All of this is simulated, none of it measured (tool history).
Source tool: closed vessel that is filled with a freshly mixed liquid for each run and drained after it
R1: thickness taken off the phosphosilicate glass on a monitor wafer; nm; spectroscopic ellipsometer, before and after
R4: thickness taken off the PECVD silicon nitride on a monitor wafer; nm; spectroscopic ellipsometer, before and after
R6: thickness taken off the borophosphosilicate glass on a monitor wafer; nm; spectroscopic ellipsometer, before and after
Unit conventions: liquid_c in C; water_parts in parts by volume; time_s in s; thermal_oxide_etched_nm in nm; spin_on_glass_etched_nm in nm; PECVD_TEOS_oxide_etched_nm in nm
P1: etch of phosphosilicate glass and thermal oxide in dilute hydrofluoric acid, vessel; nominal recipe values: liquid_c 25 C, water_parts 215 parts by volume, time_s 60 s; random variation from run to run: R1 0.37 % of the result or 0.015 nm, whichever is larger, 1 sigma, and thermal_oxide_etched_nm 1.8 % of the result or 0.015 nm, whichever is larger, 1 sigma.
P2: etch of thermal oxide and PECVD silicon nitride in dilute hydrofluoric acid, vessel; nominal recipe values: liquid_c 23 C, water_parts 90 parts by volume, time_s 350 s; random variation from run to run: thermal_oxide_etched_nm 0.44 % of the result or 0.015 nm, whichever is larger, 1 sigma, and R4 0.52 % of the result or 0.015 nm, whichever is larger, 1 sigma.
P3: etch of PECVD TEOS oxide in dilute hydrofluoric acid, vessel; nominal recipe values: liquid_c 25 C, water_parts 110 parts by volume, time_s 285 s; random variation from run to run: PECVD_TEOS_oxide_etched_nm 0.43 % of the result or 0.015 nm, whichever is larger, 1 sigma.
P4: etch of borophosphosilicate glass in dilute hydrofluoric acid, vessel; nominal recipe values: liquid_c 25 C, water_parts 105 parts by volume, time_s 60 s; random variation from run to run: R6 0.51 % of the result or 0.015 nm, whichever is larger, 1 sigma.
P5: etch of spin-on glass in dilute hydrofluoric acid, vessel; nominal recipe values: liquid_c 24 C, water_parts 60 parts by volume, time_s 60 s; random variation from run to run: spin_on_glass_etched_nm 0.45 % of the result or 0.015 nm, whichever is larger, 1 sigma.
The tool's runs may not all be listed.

{"run": 1, "hour": 6.4, "process": "P1", "liquid_c": 25, "water_parts": 215, "time_s": 60, "R1": 28.541, "thermal_oxide_etched_nm": 1.2139}
{"run": 2, "hour": 14.9, "process": "P5", "liquid_c": 24, "water_parts": 105, "time_s": 60, "spin_on_glass_etched_nm": 20.305}
{"run": 3, "hour": 22.6, "process": "P5", "liquid_c": 24, "water_parts": 60, "time_s": 100, "spin_on_glass_etched_nm": 63.22}
{"run": 4, "hour": 29.2, "process": "P2", "liquid_c": 18.5, "water_parts": 90, "time_s": 350, "thermal_oxide_etched_nm": 15.365, "R4": 10.633}
{"run": 5, "hour": 36.6, "process": "P3", "liquid_c": 25, "water_parts": 190, "time_s": 285, "PECVD_TEOS_oxide_etched_nm": 27.001}
{"run": 6, "hour": 42.8, "process": "P1", "liquid_c": 25, "water_parts": 370, "time_s": 60, "R1": 14.113, "thermal_oxide_etched_nm": 0.63696}
{"run": 7, "hour": 52.6, "process": "P2", "liquid_c": 23, "water_parts": 90, "time_s": 350, "thermal_oxide_etched_nm": 18.373, "R4": 14.307}
{"run": 8, "hour": 61.6, "process": "P2", "liquid_c": 23, "water_parts": 90, "time_s": 535, "thermal_oxide_etched_nm": 28.095, "R4": 22.019}
{"run": 9, "hour": 72.0, "process": "P2", "liquid_c": 23, "water_parts": 160, "time_s": 350, "thermal_oxide_etched_nm": 9.5285, "R4": 8.1395}
{"run": 10, "hour": 80.2, "process": "P3", "liquid_c": 25, "water_parts": 110, "time_s": 285, "PECVD_TEOS_oxide_etched_nm": 51.472}
{"run": 11, "hour": 85.5, "process": "P1", "liquid_c": 31, "water_parts": 215, "time_s": 60, "R1": 35.233, "thermal_oxide_etched_nm": 1.552}
{"run": 12, "hour": 96.0, "process": "P5", "liquid_c": 24, "water_parts": 60, "time_s": 60, "spin_on_glass_etched_nm": 37.607}
{"run": 13, "hour": 106.9, "process": "P1", "liquid_c": 25, "water_parts": 215, "time_s": 60, "R1": 28.607, "thermal_oxide_etched_nm": 1.27}
{"run": 14, "hour": 117.8, "process": "P3", "liquid_c": 25, "water_parts": 110, "time_s": 530, "PECVD_TEOS_oxide_etched_nm": 95.578}
{"run": 15, "hour": 123.5, "process": "P4", "liquid_c": 25, "water_parts": 105, "time_s": 110, "R6": 54.52}
{"run": 16, "hour": 130.8, "process": "P1", "liquid_c": 25, "water_parts": 345, "time_s": 95, "R1": 24.576, "thermal_oxide_etched_nm": 1.0832}
{"run": 17, "hour": 139.0, "process": "P4", "liquid_c": 25, "water_parts": 105, "time_s": 60, "R6": 29.717}
{"run": 18, "hour": 149.1, "process": "P4", "liquid_c": 25, "water_parts": 175, "time_s": 60, "R6": 16.444}
{"run": 19, "hour": 159.8, "process": "P1", "liquid_c": 25, "water_parts": 215, "time_s": 60, "R1": 28.536, "thermal_oxide_etched_nm": 1.2783}
{"run": 20, "hour": 169.2, "process": "P1", "liquid_c": 25, "water_parts": 215, "time_s": 30, "R1": 14.364, "thermal_oxide_etched_nm": 0.63028}
{"run": 21, "hour": 174.8, "process": "P5", "liquid_c": 28, "water_parts": 60, "time_s": 60, "spin_on_glass_etched_nm": 44.333}
{"run": 22, "hour": 179.8, "process": "P1", "liquid_c": 25, "water_parts": 30, "time_s": 60, "R1": 257.57, "thermal_oxide_etched_nm": 11.472}
{"run": 23, "hour": 190.4, "process": "P4", "liquid_c": 19, "water_parts": 105, "time_s": 60, "R6": 23.429}
{"run": 24, "hour": 200.6, "process": "P1", "liquid_c": 25, "water_parts": 215, "time_s": 60, "R1": 28.364, "thermal_oxide_etched_nm": 1.2587}
{"run": 25, "hour": 208.9, "process": "P5", "liquid_c": 24, "water_parts": 60, "time_s": 60, "spin_on_glass_etched_nm": 37.615}
{"run": 26, "hour": 219.6, "process": "P1", "liquid_c": 25, "water_parts": 215, "time_s": 90, "R1": 42.801, "thermal_oxide_etched_nm": 1.8216}
{"run": 27, "hour": 228.8, "process": "P1", "liquid_c": 18.5, "water_parts": 215, "time_s": 80, "R1": 29.905, "thermal_oxide_etched_nm": 1.2846}
{"run": 28, "hour": 234.7, "process": "P3", "liquid_c": 20, "water_parts": 110, "time_s": 285, "PECVD_TEOS_oxide_etched_nm": 41.97}
{"run": 29, "hour": 243.8, "process": "P1", "liquid_c": 20, "water_parts": 50, "time_s": 60, "R1": 122.15, "thermal_oxide_etched_nm": 5.4811}
{"run": 30, "hour": 249.2, "process": "P1", "liquid_c": 19, "water_parts": 215, "time_s": 60, "R1": 22.884, "thermal_oxide_etched_nm": 1.0414}
{"run": 31, "hour": 259.9, "process": "P1", "liquid_c": 25, "water_parts": 215, "time_s": 60, "R1": 28.537, "thermal_oxide_etched_nm": 1.2531}
{"run": 32, "hour": 269.3, "process": "P1", "liquid_c": 25, "water_parts": 215, "time_s": 60, "R1": 27.85, "thermal_oxide_etched_nm": 1.2605}
{"run": 33, "hour": 275.1, "process": "P1", "liquid_c": 25, "water_parts": 215, "time_s": 60, "R1": 27.675, "thermal_oxide_etched_nm": 1.2351}
{"run": 34, "hour": 283.0, "process": "P1", "liquid_c": 25, "water_parts": 215, "time_s": 60, "R1": 27.461, "thermal_oxide_etched_nm": 1.2536}
{"run": 35, "hour": 290.0, "process": "P1", "liquid_c": 25, "water_parts": 215, "time_s": 60, "R1": 27.327, "thermal_oxide_etched_nm": 1.2321}
{"run": 36, "hour": 300.2, "process": "P1", "liquid_c": 25, "water_parts": 215, "time_s": 60, "R1": 27.077, "thermal_oxide_etched_nm": 1.213}
{"run": 37, "hour": 308.1, "process": "P1", "liquid_c": 25, "water_parts": 215, "time_s": 60, "R1": 27.293, "thermal_oxide_etched_nm": 1.1876}
{"run": 38, "hour": 313.0, "process": "P1", "liquid_c": 25, "water_parts": 215, "time_s": 60, "R1": 26.892, "thermal_oxide_etched_nm": 1.1778}
{"run": 39, "hour": 321.8, "process": "P1", "liquid_c": 25, "water_parts": 215, "time_s": 60, "R1": 26.961, "thermal_oxide_etched_nm": 1.2021}
{"run": 40, "hour": 328.0, "process": "P1", "liquid_c": 25, "water_parts": 215, "time_s": 60, "R1": 26.93, "thermal_oxide_etched_nm": 1.2033}
{"run": 41, "hour": 332.9, "process": "P1", "liquid_c": 25, "water_parts": 215, "time_s": 60, "R1": 27.011, "thermal_oxide_etched_nm": 1.192}
{"run": 42, "hour": 342.6, "process": "P1", "liquid_c": 25, "water_parts": 215, "time_s": 60, "R1": 26.773, "thermal_oxide_etched_nm": 1.2239}

Something has made what P1 gives creep away from where it was; the 2 causes below, each at its own stated size, fit the log equally well:
A: hydrofluoric acid flow below the setpoint (%) = 4.58
B: liquid colder than its thermometer reads (K) = 1.59
Onset of the creep was near hour 259.9.

Each of the 4 check runs below uses one wafer; its results are left as question marks. Which run tells the causes apart?
{"run": "check 1", "hour": 352.3, "process": "P5", "liquid_c": 24, "water_parts": 100, "time_s": 60, "spin_on_glass_etched_nm": "?"}
{"run": "check 2", "hour": 352.3, "process": "P3", "liquid_c": 25, "water_parts": 175, "time_s": 490, "PECVD_TEOS_oxide_etched_nm": "?"}
{"run": "check 3", "hour": 352.3, "process": "P2", "liquid_c": 18.5, "water_parts": 90, "time_s": 350, "thermal_oxide_etched_nm": "?", "R4": "?"}
{"run": "check 4", "hour": 352.3, "process": "P4", "liquid_c": 25, "water_parts": 160, "time_s": 85, "R6": "?"}

Expected result of each check under each candidate cause:
check=check_1 result=spin_on_glass_etched_nm if_A=20.318 if_B=20.102
check=check_2 result=PECVD_TEOS_oxide_etched_nm if_A=48.532 if_B=48.373
check=check_3 result=thermal_oxide_etched_nm if_A=14.552 if_B=14.328
check=check_3 result=R4 if_A=10.093 if_B=9.457
check=check_4 result=R6 if_A=24.64 if_B=24.528
Gap, in per cent, between the two causes that each check separates least, read from the result that separates them most: check 1 1.07 %; check 2 0.33 %; check 3 6.51 %; check 4 0.45 %
Check 3 tells the causes apart: in the others they would give nearly the same result.

Running check 3 produced the following: thermal_oxide_etched_nm 14.264 nm; R4 9.4408 nm. Which one of the listed causes fits?

The correct cause is B, namely: liquid colder than its thermometer reads (K).

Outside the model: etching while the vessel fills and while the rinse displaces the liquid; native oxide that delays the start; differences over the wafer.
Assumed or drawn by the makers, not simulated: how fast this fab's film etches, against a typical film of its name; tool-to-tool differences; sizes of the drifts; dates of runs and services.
